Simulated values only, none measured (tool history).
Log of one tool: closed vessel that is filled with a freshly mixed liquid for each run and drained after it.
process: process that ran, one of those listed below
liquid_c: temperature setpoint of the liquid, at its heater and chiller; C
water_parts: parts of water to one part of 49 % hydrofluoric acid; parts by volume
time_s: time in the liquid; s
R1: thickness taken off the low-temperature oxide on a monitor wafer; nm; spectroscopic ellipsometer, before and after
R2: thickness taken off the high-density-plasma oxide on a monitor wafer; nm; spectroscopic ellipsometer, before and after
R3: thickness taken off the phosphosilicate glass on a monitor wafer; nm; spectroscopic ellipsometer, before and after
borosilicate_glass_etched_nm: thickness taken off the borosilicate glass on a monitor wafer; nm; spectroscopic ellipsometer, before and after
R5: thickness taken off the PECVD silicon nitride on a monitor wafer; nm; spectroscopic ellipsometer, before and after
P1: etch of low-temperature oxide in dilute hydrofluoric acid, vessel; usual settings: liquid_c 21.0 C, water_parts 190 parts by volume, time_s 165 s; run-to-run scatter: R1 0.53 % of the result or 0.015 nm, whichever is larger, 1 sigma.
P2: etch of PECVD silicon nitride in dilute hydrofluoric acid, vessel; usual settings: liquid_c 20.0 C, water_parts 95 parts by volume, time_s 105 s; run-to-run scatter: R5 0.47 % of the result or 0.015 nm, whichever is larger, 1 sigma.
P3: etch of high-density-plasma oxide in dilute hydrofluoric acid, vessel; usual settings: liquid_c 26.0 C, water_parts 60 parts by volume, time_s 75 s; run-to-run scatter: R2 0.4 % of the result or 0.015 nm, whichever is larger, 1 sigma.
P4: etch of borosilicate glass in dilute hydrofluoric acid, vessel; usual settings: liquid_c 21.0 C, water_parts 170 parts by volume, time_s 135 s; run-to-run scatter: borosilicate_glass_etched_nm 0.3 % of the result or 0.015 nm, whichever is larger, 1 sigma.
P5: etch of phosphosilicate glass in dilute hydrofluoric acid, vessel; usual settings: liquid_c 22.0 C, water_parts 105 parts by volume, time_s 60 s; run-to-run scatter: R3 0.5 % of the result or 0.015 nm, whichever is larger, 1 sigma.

run 1 hour=10.4 | process=P1 liquid_c=21.0 water_parts=190 time_s=165 | R1=12.8370
run 2 hour=20.9 | process=P3 liquid_c=26.0 water_parts=60 time_s=75 | R2=7.5937
run 3 hour=30.7 | process=P5 liquid_c=22.0 water_parts=105 time_s=30 | R3=33.741
run 4 hour=44.7 | process=P4 liquid_c=17.0 water_parts=170 time_s=135 | borosilicate_glass_etched_nm=16.077
run 5 hour=62.9 | process=P2 liquid_c=20.0 water_parts=155 time_s=105 | R5=2.9694
run 6 hour=78.2 | process=P3 liquid_c=19.5 water_parts=60 time_s=75 | R2=5.8144
run 7 hour=92.5 | process=P2 liquid_c=20.0 water_parts=95 time_s=105 | R5=4.7849
run 8 hour=106.2 | process=P1 liquid_c=21.0 water_parts=190 time_s=165 | R1=12.8940
run 9 hour=118.1 | process=P1 liquid_c=21.0 water_parts=190 time_s=280 | R1=21.8340
run 10 hour=134.9 | process=P5 liquid_c=17.0 water_parts=105 time_s=60 | R3=55.036
run 11 hour=145.6 | process=P1 liquid_c=25.5 water_parts=190 time_s=165 | R1=15.2990
run 12 hour=160.0 | process=P5 liquid_c=22.0 water_parts=180 time_s=60 | R3=36.443
run 13 hour=172.1 | process=P3 liquid_c=26.0 water_parts=60 time_s=30 | R2=3.0020
run 14 hour=188.3 | process=P2 liquid_c=17.0 water_parts=95 time_s=105 | R5=3.8824
run 15 hour=196.6 | process=P1 liquid_c=21.0 water_parts=190 time_s=165 | R1=12.8600
run 16 hour=210.0 | process=P1 liquid_c=21.0 water_parts=190 time_s=30 | R1=2.2984
run 17 hour=220.8 | process=P5 liquid_c=22.0 water_parts=105 time_s=60 | R3=66.998
run 18 hour=232.6 | process=P1 liquid_c=17.0 water_parts=190 time_s=165 | R1=10.9850
run 19 hour=244.7 | process=P1 liquid_c=21.0 water_parts=190 time_s=165 | R1=12.7830
run 20 hour=253.3 | process=P2 liquid_c=20.0 water_parts=95 time_s=30 | R5=1.4157
run 21 hour=268.9 | process=P3 liquid_c=26.0 water_parts=100 time_s=75 | R2=4.2943
run 22 hour=282.0 | process=P1 liquid_c=21.0 water_parts=190 time_s=165 | R1=12.8520
run 23 hour=290.5 | process=P3 liquid_c=26.0 water_parts=60 time_s=75 | R2=7.5568
run 24 hour=308.1 | process=P4 liquid_c=21.0 water_parts=65 time_s=135 | borosilicate_glass_etched_nm=55.219
run 25 hour=326.5 | process=P1 liquid_c=26.0 water_parts=320 time_s=165 | R1=8.0582
run 26 hour=344.1 | process=P1 liquid_c=21.0 water_parts=190 time_s=165 | R1=12.8860
-- hour=348.3 hydrofluoric acid flow meter replaced
run 27 hour=355.7 | process=P1 liquid_c=21.0 water_parts=75 time_s=165 | R1=37.2660
run 28 hour=369.3 | process=P1 liquid_c=21.0 water_parts=340 time_s=165 | R1=6.2660
run 29 hour=377.7 | process=P2 liquid_c=20.0 water_parts=95 time_s=105 | R5=4.7780
run 30 hour=391.2 | process=P1 liquid_c=21.0 water_parts=190 time_s=165 | R1=12.8870
run 31 hour=409.1 | process=P4 liquid_c=21.0 water_parts=170 time_s=260 | borosilicate_glass_etched_nm=36.344
run 32 hour=420.0 | process=P4 liquid_c=21.0 water_parts=170 time_s=135 | borosilicate_glass_etched_nm=18.955
run 33 hour=437.6 | process=P1 liquid_c=21.0 water_parts=190 time_s=165 | R1=12.8220
run 34 hour=448.9 | process=P1 liquid_c=21.0 water_parts=190 time_s=165 | R1=12.5310
run 35 hour=464.8 | process=P1 liquid_c=21.0 water_parts=190 time_s=165 | R1=12.3650
run 36 hour=479.0 | process=P1 liquid_c=21.0 water_parts=190 time_s=165 | R1=12.1690
run 37 hour=487.7 | process=P1 liquid_c=21.0 water_parts=190 time_s=165 | R1=12.2380
run 38 hour=498.8 | process=P1 liquid_c=21.0 water_parts=190 time_s=165 | R1=12.1360
run 39 hour=516.5 | process=P1 liquid_c=21.0 water_parts=190 time_s=165 | R1=12.0870
run 40 hour=533.9 | process=P1 liquid_c=21.0 water_parts=190 time_s=165 | R1=12.0620

What P1 gives has crept away from where it was. These 2 causes fit the log equally well, each at the size given:
A: hydrofluoric acid flow below the setpoint (%) = 4.74
B: liquid colder than its thermometer reads (K) = 1.5
The creep began at about hour 437.6.

4 check runs are offered, one wafer each, their results left as question marks. Which one tells the causes apart?
run check 1 hour=551.3 | process=P2 liquid_c=17.0 water_parts=95 time_s=105 | R5=?
run check 2 hour=551.3 | process=P4 liquid_c=17.0 water_parts=170 time_s=205 | borosilicate_glass_etched_nm=?
run check 3 hour=551.3 | process=P3 liquid_c=20.0 water_parts=100 time_s=75 | R2=?
run check 4 hour=551.3 | process=P5 liquid_c=22.0 water_parts=180 time_s=30 | R3=?

What each check would give under each cause:
check=check_1 result=R5 if_A=3.7340 if_B=3.5222
check=check_2 result=borosilicate_glass_etched_nm if_A=23.078 if_B=22.968
check=check_3 result=R2 if_A=3.1971 if_B=3.1719
check=check_4 result=R3 if_A=17.107 if_B=17.109
How far apart the two closest causes lie, in the result that separates them most: check 1 5.84 %; check 2 0.47 %; check 3 0.79 %; check 4 0.01 %
Check 1 tells the causes apart: in the others they would give nearly the same result.

Then check 1 was run and gave: R5 3.4961 nm. Which cause is it?

It is B: liquid colder than its thermometer reads (K).

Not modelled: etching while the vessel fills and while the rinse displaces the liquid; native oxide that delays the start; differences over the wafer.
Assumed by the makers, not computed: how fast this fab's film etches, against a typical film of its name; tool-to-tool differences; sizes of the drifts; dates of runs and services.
